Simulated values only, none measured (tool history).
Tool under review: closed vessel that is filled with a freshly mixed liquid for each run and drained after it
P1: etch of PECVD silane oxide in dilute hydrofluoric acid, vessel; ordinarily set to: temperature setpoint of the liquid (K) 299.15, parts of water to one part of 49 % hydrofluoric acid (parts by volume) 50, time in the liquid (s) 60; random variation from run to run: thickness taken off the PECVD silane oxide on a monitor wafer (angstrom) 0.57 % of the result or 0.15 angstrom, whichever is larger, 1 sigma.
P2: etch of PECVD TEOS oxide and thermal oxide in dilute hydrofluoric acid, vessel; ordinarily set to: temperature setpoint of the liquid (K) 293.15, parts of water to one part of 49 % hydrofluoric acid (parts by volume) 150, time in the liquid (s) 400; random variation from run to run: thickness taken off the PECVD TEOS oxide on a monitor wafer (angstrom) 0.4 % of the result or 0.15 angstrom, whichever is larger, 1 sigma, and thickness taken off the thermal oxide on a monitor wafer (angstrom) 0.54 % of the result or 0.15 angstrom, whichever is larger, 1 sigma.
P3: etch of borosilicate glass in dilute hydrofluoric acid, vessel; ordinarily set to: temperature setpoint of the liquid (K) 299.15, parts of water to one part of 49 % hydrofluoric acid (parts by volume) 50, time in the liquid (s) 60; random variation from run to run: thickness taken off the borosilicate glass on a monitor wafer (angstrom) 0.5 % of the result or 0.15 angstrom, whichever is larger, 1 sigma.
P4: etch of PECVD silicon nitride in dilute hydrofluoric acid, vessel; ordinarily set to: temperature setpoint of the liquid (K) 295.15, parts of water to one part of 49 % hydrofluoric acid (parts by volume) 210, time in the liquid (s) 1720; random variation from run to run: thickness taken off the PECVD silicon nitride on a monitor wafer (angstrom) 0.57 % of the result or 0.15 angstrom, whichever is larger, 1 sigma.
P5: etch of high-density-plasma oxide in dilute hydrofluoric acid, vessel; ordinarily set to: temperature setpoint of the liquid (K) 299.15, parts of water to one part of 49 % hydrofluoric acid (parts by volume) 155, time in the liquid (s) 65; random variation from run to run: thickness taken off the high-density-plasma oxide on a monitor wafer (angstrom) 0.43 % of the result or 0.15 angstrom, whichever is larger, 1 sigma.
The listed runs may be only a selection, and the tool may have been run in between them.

| run | hour | process that ran | temperature setpoint of the liquid (K) | parts of water to one part of 49 % hydrofluoric acid (parts by volume) | time in the liquid (s) | hours since the thermometer was replaced | hours since the hydrofluoric acid flow meter was replaced | thickness taken off the PECVD silane oxide on a monitor wafer (angstrom) | thickness taken off the PECVD TEOS oxide on a monitor wafer (angstrom) | thickness taken off the thermal oxide on a monitor wafer (angstrom) | thickness taken off the PECVD silicon nitride on a monitor wafer (angstrom) | thickness taken off the borosilicate glass on a monitor wafer (angstrom) | thickness taken off the high-density-plasma oxide on a monitor wafer (angstrom) |
|---|---|---|---|---|---|---|---|---|---|---|---|---|---|
| 1 | 6.2 | P1 | 299.15 | 50 | 60 | 137.1 | 162.6 | 422.14 |  |  |  |  |  |
| 2 | 9.1 | P2 | 293.15 | 150 | 400 | 140 | 165.5 |  | 570.74 | 105.17 |  |  |  |
| 3 | 14.2 | P4 | 295.15 | 210 | 1720 | 145.1 | 170.6 |  |  |  | 124.14 |  |  |
| 4 | 19.8 | P1 | 299.15 | 50 | 60 | 150.7 | 176.2 | 424.28 |  |  |  |  |  |
| 5 | 25.6 | P1 | 303.65 | 50 | 60 | 156.5 | 182 | 505.77 |  |  |  |  |  |
| 6 | 29.9 | P1 | 299.15 | 20 | 60 | 160.8 | 186.3 | 1101.4 |  |  |  |  |  |
| 7 | 35.9 | P1 | 299.15 | 50 | 30 | 166.8 | 192.3 | 211.41 |  |  |  |  |  |
| 8 | 39.3 | P1 | 299.15 | 50 | 110 | 170.2 | 195.7 | 772.05 |  |  |  |  |  |
| 9 | 44.9 | P4 | 303.15 | 210 | 1720 | 175.8 | 201.3 |  |  |  | 204 |  |  |
| 10 | 51.3 | P1 | 295.65 | 50 | 60 | 182.2 | 207.7 | 365.53 |  |  |  |  |  |
| 11 | 57.4 | P1 | 299.15 | 50 | 60 | 188.3 | 213.8 | 423.04 |  |  |  |  |  |
| 12 | 64 | P1 | 299.15 | 80 | 60 | 194.9 | 220.4 | 253.68 |  |  |  |  |  |
|  | 66.4 | hydrofluoric acid flow meter replaced |
| 13 | 67.4 | P3 | 299.15 | 50 | 60 | 198.3 | 1 |  |  |  |  | 540.57 |  |
| 14 | 73.1 | P5 | 299.15 | 155 | 65 | 204 | 6.7 |  |  |  |  |  | 46.45 |
| 15 | 76.1 | P2 | 293.15 | 150 | 400 | 207 | 9.7 |  | 573.73 | 105.04 |  |  |  |
| 16 | 80.4 | P4 | 295.15 | 130 | 1720 | 211.3 | 14 |  |  |  | 198.97 |  |  |
| 17 | 83.7 | P5 | 299.15 | 275 | 65 | 214.6 | 17.3 |  |  |  |  |  | 22.637 |
| 18 | 90.1 | P3 | 299.15 | 50 | 95 | 221 | 23.7 |  |  |  |  | 861.66 |  |
| 19 | 93.5 | P1 | 306.65 | 85 | 60 | 224.4 | 27.1 | 314.35 |  |  |  |  |  |
| 20 | 99.7 | P1 | 299.15 | 50 | 60 | 230.6 | 33.3 | 419.27 |  |  |  |  |  |
| 21 | 105 | P3 | 307.15 | 50 | 60 | 235.9 | 38.6 |  |  |  |  | 738.51 |  |
| 22 | 110.7 | P2 | 293.15 | 250 | 400 | 241.6 | 44.3 |  | 310.37 | 57.129 |  |  |  |
| 23 | 116.7 | P2 | 293.15 | 150 | 795 | 247.6 | 50.3 |  | 1139.6 | 208.44 |  |  |  |
| 24 | 120.8 | P5 | 299.15 | 155 | 115 | 251.7 | 54.4 |  |  |  |  |  | 81.889 |
| 25 | 125.2 | P1 | 303.15 | 80 | 60 | 256.1 | 58.8 | 296.51 |  |  |  |  |  |
| 26 | 131.7 | P3 | 299.15 | 30 | 60 | 262.6 | 65.3 |  |  |  |  | 926.09 |  |
| 27 | 137.1 | P2 | 290.15 | 150 | 400 | 268 | 70.7 |  | 504.85 | 93.605 |  |  |  |
| 28 | 142.3 | P4 | 295.15 | 210 | 435 | 273.2 | 75.9 |  |  |  | 31.646 |  |  |
| 29 | 148.6 | P5 | 295.15 | 155 | 65 | 279.5 | 82.2 |  |  |  |  |  | 39.63 |
| 30 | 154.4 | P5 | 299.15 | 155 | 65 | 285.3 | 88 |  |  |  |  |  | 46.494 |
| 31 | 159.4 | P1 | 299.15 | 50 | 60 | 290.3 | 93 | 424.86 |  |  |  |  |  |
| 32 | 165.9 | P4 | 295.15 | 210 | 1720 | 296.8 | 99.5 |  |  |  | 123.83 |  |  |
| 33 | 170.2 | P1 | 299.15 | 50 | 60 | 301.1 | 103.8 | 424.76 |  |  |  |  |  |
| 34 | 173.9 | P1 | 299.15 | 50 | 60 | 304.8 | 107.5 | 432.32 |  |  |  |  |  |
| 35 | 179.8 | P1 | 299.15 | 50 | 60 | 310.7 | 113.4 | 443.02 |  |  |  |  |  |
| 36 | 186.4 | P1 | 299.15 | 50 | 60 | 317.3 | 120 | 442.73 |  |  |  |  |  |
| 37 | 189.4 | P1 | 299.15 | 50 | 60 | 320.3 | 123 | 442.48 |  |  |  |  |  |
| 38 | 194.1 | P1 | 299.15 | 50 | 60 | 325 | 127.7 | 451.04 |  |  |  |  |  |
| 39 | 197.6 | P1 | 299.15 | 50 | 60 | 328.5 | 131.2 | 451.85 |  |  |  |  |  |
| 40 | 202 | P1 | 299.15 | 50 | 60 | 332.9 | 135.6 | 447.87 |  |  |  |  |  |
| 41 | 206.6 | P1 | 299.15 | 50 | 60 | 337.5 | 140.2 | 453.92 |  |  |  |  |  |
| 42 | 210.4 | P1 | 299.15 | 50 | 60 | 341.3 | 144 | 451.77 |  |  |  |  |  |
| 43 | 215.4 | P1 | 299.15 | 50 | 60 | 346.3 | 149 | 454.35 |  |  |  |  |  |

P1 has crept away from where it was. The log is fitted equally well by each of these 2 causes, at the sizes shown:
A: liquid hotter than its thermometer reads (K) = 1.66
B: hydrofluoric acid flow above the setpoint (%) = 6.44
Onset of the creep was near hour 170.2.

Which of the 4 check runs listed below separates the causes, so that each cause would produce a clearly different result? Each run uses one wafer, and its results are marked with question marks.
| check 1 | 220.4 | P4 | 295.15 | 210 | 1720 |  |  |  |  |  | ? |  |  |
| check 2 | 220.4 | P2 | 293.15 | 150 | 400 |  |  |  | ? | ? |  |  |  |
| check 3 | 220.4 | P3 | 299.15 | 50 | 60 |  |  |  |  |  |  | ? |  |
| check 4 | 220.4 | P5 | 299.15 | 155 | 65 |  |  |  |  |  |  |  | ? |

If the cause were each of the candidates in turn, the checks would give the following:
| check | result | if A | if B |
|---|---|---|---|
| check 1 | thickness taken off the PECVD silicon nitride on a monitor wafer (angstrom) | 138.29 | 132.27 |
| check 2 | thickness taken off the PECVD TEOS oxide on a monitor wafer (angstrom) | 609.48 | 613.41 |
| check 2 | thickness taken off the thermal oxide on a monitor wafer (angstrom) | 112.52 | 113.25 |
| check 3 | thickness taken off the borosilicate glass on a monitor wafer (angstrom) | 581.23 | 581.2 |
| check 4 | thickness taken off the high-density-plasma oxide on a monitor wafer (angstrom) | 49.197 | 49.802 |
How far apart the two closest causes lie, in the result that separates them most: check 1 4.45 %; check 2 0.64 %; check 3 0.01 %; check 4 1.22 %
Of the check runs offered, only check 1 discriminates between the causes; the rest would read about the same regardless of which cause applies.

Running check 1 produced the following: thickness taken off the PECVD silicon nitride on a monitor wafer (angstrom) 139.24. Which one of the listed causes fits?

The correct cause is A, namely: liquid hotter than its thermometer reads (K).
